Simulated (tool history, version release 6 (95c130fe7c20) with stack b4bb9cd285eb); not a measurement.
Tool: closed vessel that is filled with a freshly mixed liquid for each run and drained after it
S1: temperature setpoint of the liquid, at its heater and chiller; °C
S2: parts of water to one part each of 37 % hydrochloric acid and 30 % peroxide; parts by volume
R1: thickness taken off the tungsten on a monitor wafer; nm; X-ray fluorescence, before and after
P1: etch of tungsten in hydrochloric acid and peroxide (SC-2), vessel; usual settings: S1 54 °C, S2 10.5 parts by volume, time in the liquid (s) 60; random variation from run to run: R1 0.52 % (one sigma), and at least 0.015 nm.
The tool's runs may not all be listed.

Run 1, hour 10.1: S1 54 °C, S2 10.5 parts by volume, time in the liquid (s) 60. Result: R1 26.116 nm.
Run 2, hour 22.9: S1 54 °C, S2 5.5 parts by volume, time in the liquid (s) 30. Result: R1 21.779 nm.
Run 3, hour 30.2: S1 68.5 °C, S2 10.5 parts by volume, time in the liquid (s) 60. Result: R1 64.954 nm.
Run 4, hour 38.6: S1 54 °C, S2 10.5 parts by volume, time in the liquid (s) 60. Result: R1 25.919 nm.
Run 5, hour 49.5: S1 54 °C, S2 4 parts by volume, time in the liquid (s) 60. Result: R1 53.769 nm.
Run 6, hour 58.6: S1 54 °C, S2 10.5 parts by volume, time in the liquid (s) 30. Result: R1 13.102 nm.
Run 7, hour 67.3: S1 54 °C, S2 10.5 parts by volume, time in the liquid (s) 85. Result: R1 37.359 nm.
Run 8, hour 75.5: S1 54 °C, S2 19 parts by volume, time in the liquid (s) 60. Result: R1 15.573 nm.
Run 9, hour 89: S1 54 °C, S2 10.5 parts by volume, time in the liquid (s) 60. Result: R1 26.183 nm.
Run 10, hour 96.2: S1 37.5 °C, S2 10.5 parts by volume, time in the liquid (s) 60. Result: R1 8.4277 nm.
Run 11, hour 108.1: S1 54 °C, S2 10.5 parts by volume, time in the liquid (s) 60. Result: R1 26.091 nm.
Run 12, hour 120.2: S1 54 °C, S2 10.5 parts by volume, time in the liquid (s) 60. Result: R1 26.129 nm.
Run 13, hour 131.4: S1 54 °C, S2 10.5 parts by volume, time in the liquid (s) 60. Result: R1 24.992 nm.
Run 14, hour 141.2: S1 54 °C, S2 10.5 parts by volume, time in the liquid (s) 60. Result: R1 24.713 nm.
Run 15, hour 150.6: S1 54 °C, S2 10.5 parts by volume, time in the liquid (s) 60. Result: R1 24.515 nm.
Run 16, hour 163.1: S1 54 °C, S2 10.5 parts by volume, time in the liquid (s) 60. Result: R1 24.062 nm.
At hour 164.1: new drum of peroxide connected.
Run 17, hour 177.1: S1 54 °C, S2 10.5 parts by volume, time in the liquid (s) 60. Result: R1 24.003 nm.
Run 18, hour 190.7: S1 54 °C, S2 10.5 parts by volume, time in the liquid (s) 60. Result: R1 23.819 nm.
Run 19, hour 204.2: S1 54 °C, S2 10.5 parts by volume, time in the liquid (s) 60. Result: R1 23.728 nm.
Run 20, hour 215.3: S1 54 °C, S2 10.5 parts by volume, time in the liquid (s) 60. Result: R1 23.882 nm.

What P1 gives has crept away from where it was. These 2 causes fit the log equally well, each at the size given:
A: chemicals flow below the setpoint (%) = 10.7
B: liquid colder than its thermometer reads (K) = 1.48
The creep began at about hour 120.2.
Why every other cause is out:
peroxide weaker than its label (%): serviced at hour 164.1, which brought nothing back

4 check runs are offered, each on 3 wafers whose results are averaged, their results left as question marks. Which one tells the causes apart?
Run check 1, hour 226.4: S1 45 °C, S2 4 parts by volume, time in the liquid (s) 60. Result: R1 ?.
Run check 2, hour 226.4: S1 67.5 °C, S2 10.5 parts by volume, time in the liquid (s) 60. Result: R1 ?.
Run check 3, hour 226.4: S1 54 °C, S2 18.5 parts by volume, time in the liquid (s) 85. Result: R1 ?.
Run check 4, hour 226.4: S1 54 °C, S2 17.5 parts by volume, time in the liquid (s) 40. Result: R1 ?.

What each check would give under each cause:
  check  result    if A    if B
check 1      R1  27.602  26.907
check 2      R1  55.165  55.536
check 3      R1  20.363  20.485
check 4      R1  10.079  10.134
How far apart the two closest causes lie, in the result that separates them most: check 1 2.55 %; check 2 0.67 %; check 3 0.6 %; check 4 0.54 %
Check 1 tells the causes apart: in the others they would give nearly the same result.

Check 1 was then run and gave: R1 26.854 nm. Which cause is it?

It is B: liquid colder than its thermometer reads (K).

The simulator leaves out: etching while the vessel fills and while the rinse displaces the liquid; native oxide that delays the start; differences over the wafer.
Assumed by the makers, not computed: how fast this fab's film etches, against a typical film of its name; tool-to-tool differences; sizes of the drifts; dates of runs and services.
